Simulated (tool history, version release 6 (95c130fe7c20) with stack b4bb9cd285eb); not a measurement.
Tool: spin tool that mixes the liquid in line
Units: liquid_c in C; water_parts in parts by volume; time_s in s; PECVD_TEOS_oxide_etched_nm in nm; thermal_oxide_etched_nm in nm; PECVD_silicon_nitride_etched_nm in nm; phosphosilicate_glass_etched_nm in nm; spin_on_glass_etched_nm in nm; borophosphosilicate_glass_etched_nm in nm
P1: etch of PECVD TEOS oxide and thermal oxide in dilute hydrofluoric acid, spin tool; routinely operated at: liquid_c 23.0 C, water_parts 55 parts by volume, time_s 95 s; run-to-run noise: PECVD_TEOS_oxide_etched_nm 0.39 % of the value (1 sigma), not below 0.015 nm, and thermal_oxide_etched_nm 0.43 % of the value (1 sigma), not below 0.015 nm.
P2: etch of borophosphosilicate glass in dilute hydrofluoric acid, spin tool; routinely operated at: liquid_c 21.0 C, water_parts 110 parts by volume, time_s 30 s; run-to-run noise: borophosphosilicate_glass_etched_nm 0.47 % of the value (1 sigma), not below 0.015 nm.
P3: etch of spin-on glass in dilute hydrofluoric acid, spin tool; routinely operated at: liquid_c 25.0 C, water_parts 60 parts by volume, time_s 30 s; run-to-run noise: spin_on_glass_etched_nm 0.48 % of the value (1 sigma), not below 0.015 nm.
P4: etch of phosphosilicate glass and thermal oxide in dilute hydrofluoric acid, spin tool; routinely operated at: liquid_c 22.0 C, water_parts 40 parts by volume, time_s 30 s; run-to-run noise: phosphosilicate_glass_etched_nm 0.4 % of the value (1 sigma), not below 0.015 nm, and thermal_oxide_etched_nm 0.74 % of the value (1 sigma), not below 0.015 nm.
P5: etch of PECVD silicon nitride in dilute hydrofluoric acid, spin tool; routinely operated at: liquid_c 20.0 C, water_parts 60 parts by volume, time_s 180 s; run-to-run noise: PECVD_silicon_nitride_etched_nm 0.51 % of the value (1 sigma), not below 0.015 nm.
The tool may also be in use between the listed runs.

| run | hour | process | liquid_c | water_parts | time_s | PECVD_TEOS_oxide_etched_nm | thermal_oxide_etched_nm | PECVD_silicon_nitride_etched_nm | phosphosilicate_glass_etched_nm | spin_on_glass_etched_nm | borophosphosilicate_glass_etched_nm |
|---|---|---|---|---|---|---|---|---|---|---|---|
| 1 | 12.5 | P1 | 23.0 | 55 | 95 | 27.3810 | 8.3688 |  |  |  |  |
| 2 | 26.4 | P5 | 20.0 | 105 | 180 |  |  | 3.5200 |  |  |  |
| 3 | 35.3 | P1 | 23.0 | 55 | 155 | 45.2170 | 13.6180 |  |  |  |  |
| 4 | 46.3 | P4 | 27.5 | 40 | 30 |  | 4.5238 |  | 56.895 |  |  |
| 5 | 60.7 | P3 | 25.0 | 110 | 30 |  |  |  |  | 13.316 |  |
| 6 | 72.5 | P2 | 17.0 | 110 | 30 |  |  |  |  |  | 8.3304 |
| 7 | 85.9 | P3 | 25.0 | 60 | 15 |  |  |  |  | 12.907 |  |
| 8 | 99.1 | P1 | 18.5 | 55 | 95 | 22.8580 | 6.8813 |  |  |  |  |
| 9 | 113.8 | P1 | 29.0 | 55 | 95 | 35.2490 | 10.7300 |  |  |  |  |
| 10 | 129.5 | P1 | 23.0 | 55 | 95 | 27.7750 | 8.3263 |  |  |  |  |
| 11 | 144.4 | P5 | 17.0 | 60 | 180 |  |  | 4.8999 |  |  |  |
| 12 | 152.0 | P3 | 25.0 | 60 | 30 |  |  |  |  | 25.778 |  |
| 13 | 163.6 | P1 | 17.0 | 55 | 160 | 36.0690 | 10.9800 |  |  |  |  |
| 14 | 178.4 | P3 | 33.0 | 60 | 30 |  |  |  |  | 35.051 |  |
| 15 | 190.5 | P1 | 18.0 | 100 | 95 | 11.7040 | 3.5613 |  |  |  |  |
| 16 | 202.5 | P5 | 20.0 | 60 | 180 |  |  | 6.0346 |  |  |  |
| 17 | 211.4 | P1 | 23.0 | 90 | 95 | 16.1720 | 4.9193 |  |  |  |  |
| 18 | 224.1 | P2 | 21.0 | 110 | 30 |  |  |  |  |  | 9.8603 |
| 19 | 233.6 | P4 | 22.0 | 20 | 30 |  | 7.3208 |  | 92.947 |  |  |
| 20 | 248.3 | P1 | 23.0 | 25 | 95 | 63.3420 | 19.2390 |  |  |  |  |
| 21 | 260.2 | P4 | 22.0 | 40 | 30 |  | 3.5866 |  | 45.403 |  |  |
| 22 | 267.4 | P5 | 20.0 | 60 | 45 |  |  | 1.5340 |  |  |  |
| 23 | 276.9 | P1 | 23.0 | 55 | 95 | 27.5800 | 8.4310 |  |  |  |  |
| 24 | 288.8 | P4 | 22.0 | 40 | 30 |  | 3.5738 |  | 45.188 |  |  |
| 25 | 305.0 | P1 | 23.0 | 55 | 20 | 5.8291 | 1.7658 |  |  |  |  |
| 26 | 318.9 | P1 | 23.0 | 55 | 95 | 27.6470 | 8.4096 |  |  |  |  |
| 27 | 328.7 | P2 | 21.0 | 20 | 30 |  |  |  |  |  | 60.1540 |
| 28 | 339.8 | P2 | 21.0 | 110 | 15 |  |  |  |  |  | 4.9105 |
| 29 | 349.5 | P1 | 23.0 | 55 | 95 | 27.7420 | 8.3659 |  |  |  |  |
| 30 | 358.6 | P4 | 22.0 | 40 | 15 |  | 1.8090 |  | 22.689 |  |  |
| 31 | 368.9 | P1 | 23.0 | 55 | 95 | 27.6350 | 8.3973 |  |  |  |  |

Expected results for the next run?
| 32 | 384.4 | P1 | 23.0 | 55 | 95 | ? | ? |  |  |  |  |

Run 32 yielded PECVD_TEOS_oxide_etched_nm 26.3120 nm, thermal_oxide_etched_nm 8.0258 nm.

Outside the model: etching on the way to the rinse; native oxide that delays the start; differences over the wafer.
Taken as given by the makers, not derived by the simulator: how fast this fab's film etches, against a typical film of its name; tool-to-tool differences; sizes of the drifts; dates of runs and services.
